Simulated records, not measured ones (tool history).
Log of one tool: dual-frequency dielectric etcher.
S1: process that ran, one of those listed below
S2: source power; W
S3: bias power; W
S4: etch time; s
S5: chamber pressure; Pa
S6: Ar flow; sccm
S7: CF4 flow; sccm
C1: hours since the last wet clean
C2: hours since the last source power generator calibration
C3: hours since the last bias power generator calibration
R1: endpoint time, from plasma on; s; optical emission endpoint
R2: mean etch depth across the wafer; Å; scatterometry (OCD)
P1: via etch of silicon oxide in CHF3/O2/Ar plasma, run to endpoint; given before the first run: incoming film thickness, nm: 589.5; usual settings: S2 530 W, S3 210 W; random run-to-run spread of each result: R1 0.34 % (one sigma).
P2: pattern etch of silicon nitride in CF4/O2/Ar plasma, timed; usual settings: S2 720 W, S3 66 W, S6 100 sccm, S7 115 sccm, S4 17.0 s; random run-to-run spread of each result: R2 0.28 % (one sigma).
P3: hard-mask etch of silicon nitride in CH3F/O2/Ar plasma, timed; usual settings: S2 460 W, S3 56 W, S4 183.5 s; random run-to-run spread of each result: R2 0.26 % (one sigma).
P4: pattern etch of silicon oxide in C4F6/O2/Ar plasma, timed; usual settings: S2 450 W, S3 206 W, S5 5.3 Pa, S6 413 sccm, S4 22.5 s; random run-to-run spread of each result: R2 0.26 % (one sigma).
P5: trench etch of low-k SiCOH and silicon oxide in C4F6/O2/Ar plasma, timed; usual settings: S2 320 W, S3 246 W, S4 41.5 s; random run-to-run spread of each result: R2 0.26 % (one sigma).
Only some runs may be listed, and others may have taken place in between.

Run 1, day 0.279: S1 P1, S2 530 W, S3 210 W; C1 50.4; C2 1050.5; C3 652.1. Result: R1 297.13 s.
Run 2, day 0.512: S1 P5, S2 320 W, S3 246 W, S4 53.5 s; C1 56.0; C2 1056.1; C3 657.7. Result: R2 1672.30 Å.
Run 3, day 0.842: S1 P1, S2 670 W, S3 252 W; C1 63.9; C2 1064.0; C3 665.6. Result: R1 255.42 s.
Run 4, day 1.229: S1 P5, S2 320 W, S3 291 W, S4 41.5 s; C1 73.2; C2 1073.3; C3 674.9. Result: R2 1366.10 Å.
Run 5, day 1.542: S1 P3, S2 460 W, S3 56 W, S4 183.5 s; C1 80.7; C2 1080.8; C3 682.4. Result: R2 1280.00 Å.
Run 6, day 1.854: S1 P1, S2 530 W, S3 210 W; C1 88.2; C2 1088.3; C3 689.9. Result: R1 297.04 s.
Run 7, day 2.238: S1 P4, S2 590 W, S3 206 W, S4 22.5 s, S5 5.3 Pa, S6 413 sccm; C1 97.4; C2 1097.5; C3 699.1. Result: R2 807.04 Å.
Run 8, day 2.442: S1 P2, S2 720 W, S3 66 W, S4 17.0 s, S6 100 sccm, S7 149 sccm; C1 102.3; C2 1102.4; C3 704.0. Result: R2 490.87 Å.
Run 9, day 2.621: S1 P1, S2 530 W, S3 210 W; C1 106.6; C2 1106.7; C3 708.3. Result: R1 294.91 s.
Run 10, day 2.800: S1 P1, S2 340 W, S3 210 W; C1 110.9; C2 1111.0; C3 712.6. Result: R1 349.45 s.
Run 11, day 2.988: S1 P2, S2 720 W, S3 90 W, S4 17.0 s, S6 100 sccm, S7 115 sccm; C1 115.4; C2 1115.5; C3 717.1. Result: R2 539.69 Å.
Run 12, day 3.371: S1 P1, S2 530 W, S3 210 W; C1 124.6; C2 1124.7; C3 726.3. Result: R1 296.53 s.
Run 13, day 3.658: S1 P5, S2 450 W, S3 246 W, S4 41.5 s; C1 131.5; C2 1131.6; C3 733.2. Result: R2 1474.00 Å.
Run 14, day 4.000: S1 P4, S2 450 W, S3 206 W, S4 22.5 s, S5 5.3 Pa, S6 413 sccm; C1 139.7; C2 1139.8; C3 741.4. Result: R2 727.05 Å.
Run 15, day 4.354: S1 P4, S2 450 W, S3 206 W, S4 15.5 s, S5 5.3 Pa, S6 413 sccm; C1 148.2; C2 1148.3; C3 749.9. Result: R2 497.59 Å.
Run 16, day 4.554: S1 P5, S2 320 W, S3 246 W, S4 41.5 s; C1 153.0; C2 1153.1; C3 754.7. Result: R2 1292.50 Å.
Run 17, day 4.954: S1 P2, S2 960 W, S3 66 W, S4 17.0 s, S6 100 sccm, S7 115 sccm; C1 162.6; C2 1162.7; C3 764.3. Result: R2 614.51 Å.
Run 18, day 5.329: S1 P1, S2 530 W, S3 210 W; C1 171.6; C2 1171.7; C3 773.3. Result: R1 297.04 s.
Run 19, day 5.712: S1 P3, S2 460 W, S3 56 W, S4 113.0 s; C1 180.8; C2 1180.9; C3 782.5. Result: R2 788.32 Å.
Run 20, day 5.892: S1 P2, S2 720 W, S3 66 W, S4 17.0 s, S6 100 sccm, S7 115 sccm; C1 185.1; C2 1185.2; C3 786.8. Result: R2 479.54 Å.
At day 6.129: bias power generator calibrated.
Run 21, day 6.233: S1 P1, S2 530 W, S3 126 W; C1 193.3; C2 1193.4; C3 2.5. Result: R1 352.01 s.
Run 22, day 6.475: S1 P3, S2 460 W, S3 68 W, S4 183.5 s; C1 199.1; C2 1199.2; C3 8.3. Result: R2 1365.50 Å.
Run 23, day 6.842: S1 P4, S2 450 W, S3 134 W, S4 22.5 s, S5 5.3 Pa, S6 413 sccm; C1 207.9; C2 1208.0; C3 17.1. Result: R2 640.77 Å.
Run 24, day 7.079: S1 P5, S2 320 W, S3 246 W, S4 41.5 s; C1 213.6; C2 1213.7; C3 22.8. Result: R2 1296.10 Å.
Run 25, day 7.458: S1 P1, S2 530 W, S3 210 W; C1 222.7; C2 1222.8; C3 31.9. Result: R1 294.87 s.
Run 26, day 7.742: S1 P2, S2 720 W, S3 66 W, S4 12.0 s, S6 100 sccm, S7 115 sccm; C1 229.5; C2 1229.6; C3 38.7. Result: R2 336.94 Å.
Run 27, day 8.033: S1 P1, S2 530 W, S3 295 W; C1 236.5; C2 1236.6; C3 45.7. Result: R1 261.51 s.
Run 28, day 8.242: S1 P1, S2 530 W, S3 210 W; C1 241.5; C2 1241.6; C3 50.7. Result: R1 298.02 s.
Run 29, day 8.488: S1 P3, S2 460 W, S3 56 W, S4 183.5 s; C1 247.4; C2 1247.5; C3 56.6. Result: R2 1273.70 Å.
Run 30, day 8.688: S1 P1, S2 730 W, S3 210 W; C1 252.2; C2 1252.3; C3 61.4. Result: R1 262.40 s.
Run 31, day 8.921: S1 P4, S2 450 W, S3 206 W, S4 22.5 s, S5 3.3 Pa, S6 413 sccm; C1 257.8; C2 1257.9; C3 67.0. Result: R2 769.30 Å.
Run 32, day 9.225: S1 P3, S2 630 W, S3 56 W, S4 183.5 s; C1 265.1; C2 1265.2; C3 74.3. Result: R2 1441.90 Å.
Run 33, day 9.525: S1 P2, S2 720 W, S3 66 W, S4 17.0 s, S6 76 sccm, S7 115 sccm; C1 272.3; C2 1272.4; C3 81.5. Result: R2 489.67 Å.
Run 34, day 9.821: S1 P4, S2 450 W, S3 206 W, S4 22.5 s, S5 5.3 Pa, S6 250 sccm; C1 279.4; C2 1279.5; C3 88.6. Result: R2 770.59 Å.
Run 35, day 10.075: S1 P1, S2 530 W, S3 210 W; C1 285.5; C2 1285.6; C3 94.7. Result: R1 296.67 s.
Run 36, day 10.421: S1 P1, S2 530 W, S3 210 W; C1 293.8; C2 1293.9; C3 103.0. Result: R1 294.53 s.
Run 37, day 10.788: S1 P1, S2 530 W, S3 210 W; C1 302.6; C2 1302.7; C3 111.8. Result: R1 292.64 s.

Expected results for the next run?
Run 38, day 11.146: S1 P1, S2 530 W, S3 210 W; C1 311.2; C2 1311.3; C3 120.4. Result: R1 ?.

{"run 38": {"R1": 292.5}}
